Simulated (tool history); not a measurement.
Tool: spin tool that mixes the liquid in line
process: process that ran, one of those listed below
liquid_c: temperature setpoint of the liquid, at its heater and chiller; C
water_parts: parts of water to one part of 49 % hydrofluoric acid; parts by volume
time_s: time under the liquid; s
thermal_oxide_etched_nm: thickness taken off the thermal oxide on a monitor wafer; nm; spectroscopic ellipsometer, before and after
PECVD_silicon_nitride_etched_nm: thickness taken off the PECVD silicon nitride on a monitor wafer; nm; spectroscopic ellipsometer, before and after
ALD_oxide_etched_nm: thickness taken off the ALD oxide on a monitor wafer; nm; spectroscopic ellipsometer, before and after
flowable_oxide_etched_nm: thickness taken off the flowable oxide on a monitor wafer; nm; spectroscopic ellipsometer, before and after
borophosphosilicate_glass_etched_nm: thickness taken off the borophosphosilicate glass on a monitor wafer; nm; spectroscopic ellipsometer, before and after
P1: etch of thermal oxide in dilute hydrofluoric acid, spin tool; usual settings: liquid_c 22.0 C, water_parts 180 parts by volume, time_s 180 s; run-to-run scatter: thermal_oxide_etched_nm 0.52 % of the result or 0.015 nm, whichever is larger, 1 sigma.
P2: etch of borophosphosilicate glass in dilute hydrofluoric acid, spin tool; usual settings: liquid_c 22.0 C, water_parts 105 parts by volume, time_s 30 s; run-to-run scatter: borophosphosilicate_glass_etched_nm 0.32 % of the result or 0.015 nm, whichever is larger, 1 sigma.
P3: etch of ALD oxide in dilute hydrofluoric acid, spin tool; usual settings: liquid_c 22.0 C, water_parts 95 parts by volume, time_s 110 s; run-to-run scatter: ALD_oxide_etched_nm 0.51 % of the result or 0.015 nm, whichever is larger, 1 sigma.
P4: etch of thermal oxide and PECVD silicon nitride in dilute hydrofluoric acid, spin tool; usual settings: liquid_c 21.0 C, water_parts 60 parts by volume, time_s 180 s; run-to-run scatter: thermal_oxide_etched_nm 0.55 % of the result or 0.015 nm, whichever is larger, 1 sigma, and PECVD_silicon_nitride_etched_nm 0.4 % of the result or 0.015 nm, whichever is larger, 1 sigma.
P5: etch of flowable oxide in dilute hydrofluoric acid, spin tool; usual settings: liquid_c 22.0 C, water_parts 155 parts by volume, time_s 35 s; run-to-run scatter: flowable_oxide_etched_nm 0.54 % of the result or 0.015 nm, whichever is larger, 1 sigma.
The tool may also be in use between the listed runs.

| run | hour | process | liquid_c | water_parts | time_s | hours since the thermometer was replaced | hours since the hydrofluoric acid flow meter was replaced | thermal_oxide_etched_nm | PECVD_silicon_nitride_etched_nm | ALD_oxide_etched_nm | flowable_oxide_etched_nm | borophosphosilicate_glass_etched_nm |
|---|---|---|---|---|---|---|---|---|---|---|---|---|
| 1 | 7.4 | P1 | 22.0 | 180 | 180 | 512.3 | 213.6 | 3.76680 |  |  |  |  |
| 2 | 11.1 | P4 | 21.0 | 60 | 300 | 516.0 | 217.3 | 22.53000 | 12.4530 |  |  |  |
| 3 | 15.6 | P1 | 22.0 | 180 | 180 | 520.5 | 221.8 | 3.76910 |  |  |  |  |
| 4 | 23.1 | P1 | 22.0 | 180 | 180 | 528.0 | 229.3 | 3.79700 |  |  |  |  |
| 5 | 29.1 | P4 | 21.0 | 30 | 180 | 534.0 | 235.3 | 27.88200 | 14.3930 |  |  |  |
| 6 | 36.9 | P1 | 17.0 | 180 | 180 | 541.8 | 243.1 | 3.09310 |  |  |  |  |
| 7 | 44.4 | P3 | 22.0 | 95 | 110 | 549.3 | 250.6 |  |  | 13.8740 |  |  |
| 8 | 50.4 | P1 | 17.0 | 310 | 180 | 555.3 | 256.6 | 1.56290 |  |  |  |  |
| 9 | 57.2 | P5 | 22.0 | 155 | 35 | 562.1 | 263.4 |  |  |  | 8.9405 |  |
| 10 | 61.9 | P1 | 22.0 | 250 | 70 | 566.8 | 268.1 | 0.97867 |  |  |  |  |
| 11 | 67.2 | P5 | 22.0 | 155 | 65 | 572.1 | 273.4 |  |  |  | 16.9840 |  |
| 12 | 71.8 | P1 | 22.0 | 310 | 180 | 576.7 | 278.0 | 1.89470 |  |  |  |  |
| 13 | 79.4 | P1 | 22.0 | 180 | 180 | 584.3 | 285.6 | 3.77600 |  |  |  |  |
| 14 | 86.8 | P2 | 22.0 | 25 | 30 | 591.7 | 293.0 |  |  |  |  | 95.622 |
| 15 | 93.2 | P2 | 22.0 | 105 | 30 | 598.1 | 299.4 |  |  |  |  | 20.700 |
| 16 | 97.1 | P3 | 22.0 | 95 | 110 | 602.0 | 303.3 |  |  | 13.8410 |  |  |
| 17 | 104.4 | P1 | 22.0 | 180 | 265 | 609.3 | 310.6 | 5.60370 |  |  |  |  |
| 18 | 110.1 | P5 | 29.5 | 155 | 35 | 615.0 | 316.3 |  |  |  | 12.0540 |  |
| 19 | 116.0 | P3 | 22.0 | 95 | 50 | 620.9 | 322.2 |  |  | 6.2804 |  |  |
| 20 | 120.9 | P4 | 21.0 | 60 | 180 | 625.8 | 327.1 | 13.46000 | 7.5024 |  |  |  |
| 21 | 127.1 | P1 | 22.0 | 180 | 180 | 632.0 | 333.3 | 3.78070 |  |  |  |  |
| 22 | 134.1 | P3 | 17.0 | 95 | 110 | 639.0 | 340.3 |  |  | 11.1840 |  |  |
| 23 | 138.1 | P3 | 22.0 | 25 | 110 | 643.0 | 344.3 |  |  | 57.5030 |  |  |
| 24 | 142.0 | P2 | 22.0 | 105 | 45 | 646.9 | 348.2 |  |  |  |  | 31.016 |
| 25 | 147.4 | P1 | 27.0 | 180 | 180 | 652.3 | 353.6 | 4.52230 |  |  |  |  |
| 26 | 151.4 | P1 | 22.0 | 180 | 60 | 656.3 | 357.6 | 1.26250 |  |  |  |  |
| 27 | 154.8 | P4 | 17.0 | 60 | 180 | 659.7 | 361.0 | 11.38900 | 5.6380 |  |  |  |
| 28 | 159.0 | P1 | 22.0 | 180 | 180 | 663.9 | 365.2 | 3.79910 |  |  |  |  |
| 29 | 165.8 | P5 | 22.0 | 80 | 35 | 670.7 | 372.0 |  |  |  | 19.2360 |  |
| 30 | 169.6 | P1 | 22.0 | 110 | 180 | 674.5 | 375.8 | 6.62400 |  |  |  |  |
| 31 | 174.6 | P2 | 28.0 | 105 | 30 | 679.5 | 380.8 |  |  |  |  | 26.220 |
| 32 | 180.9 | P1 | 22.0 | 180 | 180 | 685.8 | 387.1 | 3.78840 |  |  |  |  |
| 33 | 187.6 | P1 | 22.0 | 180 | 180 | 692.5 | 393.8 | 3.68410 |  |  |  |  |
| 34 | 193.5 | P1 | 22.0 | 180 | 180 | 698.4 | 399.7 | 3.58470 |  |  |  |  |
| 35 | 198.7 | P1 | 22.0 | 180 | 180 | 703.6 | 404.9 | 3.56440 |  |  |  |  |
| 36 | 202.5 | P1 | 22.0 | 180 | 180 | 707.4 | 408.7 | 3.58390 |  |  |  |  |
| 37 | 209.3 | P1 | 22.0 | 180 | 180 | 714.2 | 415.5 | 3.53580 |  |  |  |  |
| 38 | 214.0 | P1 | 22.0 | 180 | 180 | 718.9 | 420.2 | 3.51370 |  |  |  |  |
| 39 | 218.5 | P1 | 22.0 | 180 | 180 | 723.4 | 424.7 | 3.57860 |  |  |  |  |
| 40 | 223.4 | P1 | 22.0 | 180 | 180 | 728.3 | 429.6 | 3.49320 |  |  |  |  |
| 41 | 231.0 | P1 | 22.0 | 180 | 180 | 735.9 | 437.2 | 3.53120 |  |  |  |  |

What P1 gives has crept away from where it was. These 2 causes fit the log equally well, each at the size given:
A: hydrofluoric acid flow below the setpoint (%) = 5.39
B: liquid colder than its thermometer reads (K) = 1.72
The creep began at about hour 180.9.

4 check runs are offered, one wafer each, their results left as question marks. Which one tells the causes apart?
| check 1 | 238.6 | P2 | 22.0 | 105 | 30 |  |  |  |  |  |  | ? |
| check 2 | 238.6 | P5 | 22.0 | 155 | 35 |  |  |  |  |  | ? |  |
| check 3 | 238.6 | P4 | 21.0 | 60 | 180 |  |  | ? | ? |  |  |  |
| check 4 | 238.6 | P3 | 22.0 | 95 | 110 |  |  |  |  | ? |  |  |

What each check would give under each cause:
| check | result | if A | if B |
|---|---|---|---|
| check 1 | borophosphosilicate_glass_etched_nm | 19.441 | 19.298 |
| check 2 | flowable_oxide_etched_nm | 8.4864 | 8.4649 |
| check 3 | thermal_oxide_etched_nm | 12.68200 | 12.52000 |
| check 3 | PECVD_silicon_nitride_etched_nm | 7.0380 | 6.5967 |
| check 4 | ALD_oxide_etched_nm | 12.9800 | 12.8710 |
How far apart the two closest causes lie, in the result that separates them most: check 1 0.74 %; check 2 0.25 %; check 3 6.47 %; check 4 0.84 %
Check 3 tells the causes apart: in the others they would give nearly the same result.

Check 3 was then run and gave: thermal_oxide_etched_nm 12.54300 nm; PECVD_silicon_nitride_etched_nm 6.6176 nm. Which cause is it?

It is B: liquid colder than its thermometer reads (K).
